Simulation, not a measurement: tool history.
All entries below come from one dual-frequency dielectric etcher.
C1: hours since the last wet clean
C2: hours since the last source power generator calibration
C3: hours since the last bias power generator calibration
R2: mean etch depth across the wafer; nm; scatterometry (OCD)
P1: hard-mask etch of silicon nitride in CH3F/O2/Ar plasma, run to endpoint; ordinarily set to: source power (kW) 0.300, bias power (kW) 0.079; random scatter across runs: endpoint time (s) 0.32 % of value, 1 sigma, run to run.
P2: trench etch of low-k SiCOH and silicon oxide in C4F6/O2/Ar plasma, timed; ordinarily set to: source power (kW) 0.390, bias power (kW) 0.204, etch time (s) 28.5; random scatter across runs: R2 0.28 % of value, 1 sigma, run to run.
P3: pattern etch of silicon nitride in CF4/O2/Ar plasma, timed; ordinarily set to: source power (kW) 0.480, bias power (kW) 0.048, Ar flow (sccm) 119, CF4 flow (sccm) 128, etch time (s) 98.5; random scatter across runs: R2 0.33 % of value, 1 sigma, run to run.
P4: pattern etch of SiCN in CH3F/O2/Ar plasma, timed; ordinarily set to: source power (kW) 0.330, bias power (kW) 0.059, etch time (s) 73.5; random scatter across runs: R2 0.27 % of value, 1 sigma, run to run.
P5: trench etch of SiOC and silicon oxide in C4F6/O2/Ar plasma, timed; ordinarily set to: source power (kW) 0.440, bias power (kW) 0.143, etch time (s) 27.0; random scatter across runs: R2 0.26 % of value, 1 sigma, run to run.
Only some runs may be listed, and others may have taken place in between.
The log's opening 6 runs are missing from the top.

run 7 hour=64.1 | process_that_ran=P1 source_power_(kW)=0.300 bias_power_(kW)=0.049 | C1=255.0 C2=958.3 C3=945.2 | endpoint_time_(s)=56.604
run 8 hour=74.9 | process_that_ran=P1 source_power_(kW)=0.220 bias_power_(kW)=0.079 | C1=265.8 C2=969.1 C3=956.0 | endpoint_time_(s)=53.546
run 9 hour=87.4 | process_that_ran=P4 source_power_(kW)=0.260 bias_power_(kW)=0.059 etch_time_(s)=73.5 | C1=278.3 C2=981.6 C3=968.5 | R2=22.454
run 10 hour=100.7 | process_that_ran=P4 source_power_(kW)=0.330 bias_power_(kW)=0.059 etch_time_(s)=73.5 | C1=291.6 C2=994.9 C3=981.8 | R2=24.471
run 11 hour=108.8 | process_that_ran=P4 source_power_(kW)=0.330 bias_power_(kW)=0.059 etch_time_(s)=52.0 | C1=299.7 C2=1003.0 C3=989.9 | R2=17.237
run 12 hour=120.8 | process_that_ran=P5 source_power_(kW)=0.590 bias_power_(kW)=0.143 etch_time_(s)=27.0 | C1=311.7 C2=1015.0 C3=1001.9 | R2=58.681
run 13 hour=132.4 | process_that_ran=P3 source_power_(kW)=0.480 bias_power_(kW)=0.048 Ar_flow_(sccm)=119 CF4_flow_(sccm)=128 etch_time_(s)=65.0 | C1=323.3 C2=1026.6 C3=1013.5 | R2=120.310
run 14 hour=142.3 | process_that_ran=P4 source_power_(kW)=0.330 bias_power_(kW)=0.079 etch_time_(s)=73.5 | C1=333.2 C2=1036.5 C3=1023.4 | R2=27.089
run 15 hour=151.4 | process_that_ran=P2 source_power_(kW)=0.390 bias_power_(kW)=0.275 etch_time_(s)=28.5 | C1=342.3 C2=1045.6 C3=1032.5 | R2=97.388
-- hour=160.2 bias power generator calibrated
run 16 hour=162.6 | process_that_ran=P3 source_power_(kW)=0.480 bias_power_(kW)=0.048 Ar_flow_(sccm)=119 CF4_flow_(sccm)=91 etch_time_(s)=98.5 | C1=353.5 C2=1056.8 C3=2.5 | R2=175.340
run 17 hour=174.7 | process_that_ran=P1 source_power_(kW)=0.220 bias_power_(kW)=0.095 | C1=365.6 C2=1068.9 C3=14.6 | endpoint_time_(s)=50.274
run 18 hour=185.7 | process_that_ran=P5 source_power_(kW)=0.440 bias_power_(kW)=0.198 etch_time_(s)=27.0 | C1=376.6 C2=1079.9 C3=25.6 | R2=57.758
-- hour=195.7 wet clean of the chamber
run 19 hour=196.3 | process_that_ran=P1 source_power_(kW)=0.200 bias_power_(kW)=0.101 | C1=0.6 C2=1090.5 C3=36.2 | endpoint_time_(s)=50.789
run 20 hour=205.1 | process_that_ran=P1 source_power_(kW)=0.300 bias_power_(kW)=0.100 | C1=9.4 C2=1099.3 C3=45.0 | endpoint_time_(s)=44.185
run 21 hour=212.5 | process_that_ran=P5 source_power_(kW)=0.440 bias_power_(kW)=0.143 etch_time_(s)=40.0 | C1=16.8 C2=1106.7 C3=52.4 | R2=77.473
run 22 hour=221.6 | process_that_ran=P1 source_power_(kW)=0.300 bias_power_(kW)=0.079 | C1=25.9 C2=1115.8 C3=61.5 | endpoint_time_(s)=47.852
run 23 hour=231.6 | process_that_ran=P5 source_power_(kW)=0.440 bias_power_(kW)=0.143 etch_time_(s)=27.0 | C1=35.9 C2=1125.8 C3=71.5 | R2=52.411
run 24 hour=240.4 | process_that_ran=P3 source_power_(kW)=0.480 bias_power_(kW)=0.068 Ar_flow_(sccm)=119 CF4_flow_(sccm)=128 etch_time_(s)=98.5 | C1=44.7 C2=1134.6 C3=80.3 | R2=209.190
run 25 hour=249.3 | process_that_ran=P3 source_power_(kW)=0.610 bias_power_(kW)=0.048 Ar_flow_(sccm)=119 CF4_flow_(sccm)=128 etch_time_(s)=98.5 | C1=53.6 C2=1143.5 C3=89.2 | R2=225.220
run 26 hour=263.7 | process_that_ran=P3 source_power_(kW)=0.480 bias_power_(kW)=0.048 Ar_flow_(sccm)=119 CF4_flow_(sccm)=128 etch_time_(s)=98.5 | C1=68.0 C2=1157.9 C3=103.6 | R2=182.730
run 27 hour=274.5 | process_that_ran=P2 source_power_(kW)=0.390 bias_power_(kW)=0.204 etch_time_(s)=28.5 | C1=78.8 C2=1168.7 C3=114.4 | R2=88.054
run 28 hour=281.7 | process_that_ran=P1 source_power_(kW)=0.300 bias_power_(kW)=0.079 | C1=86.0 C2=1175.9 C3=121.6 | endpoint_time_(s)=47.752

What will run 29 give?
run 29 hour=290.9 | process_that_ran=P2 source_power_(kW)=0.550 bias_power_(kW)=0.204 etch_time_(s)=28.5 | C1=95.2 C2=1185.1 C3=130.8 | R2=?

Run 29 came out at R2 100.520 nm.
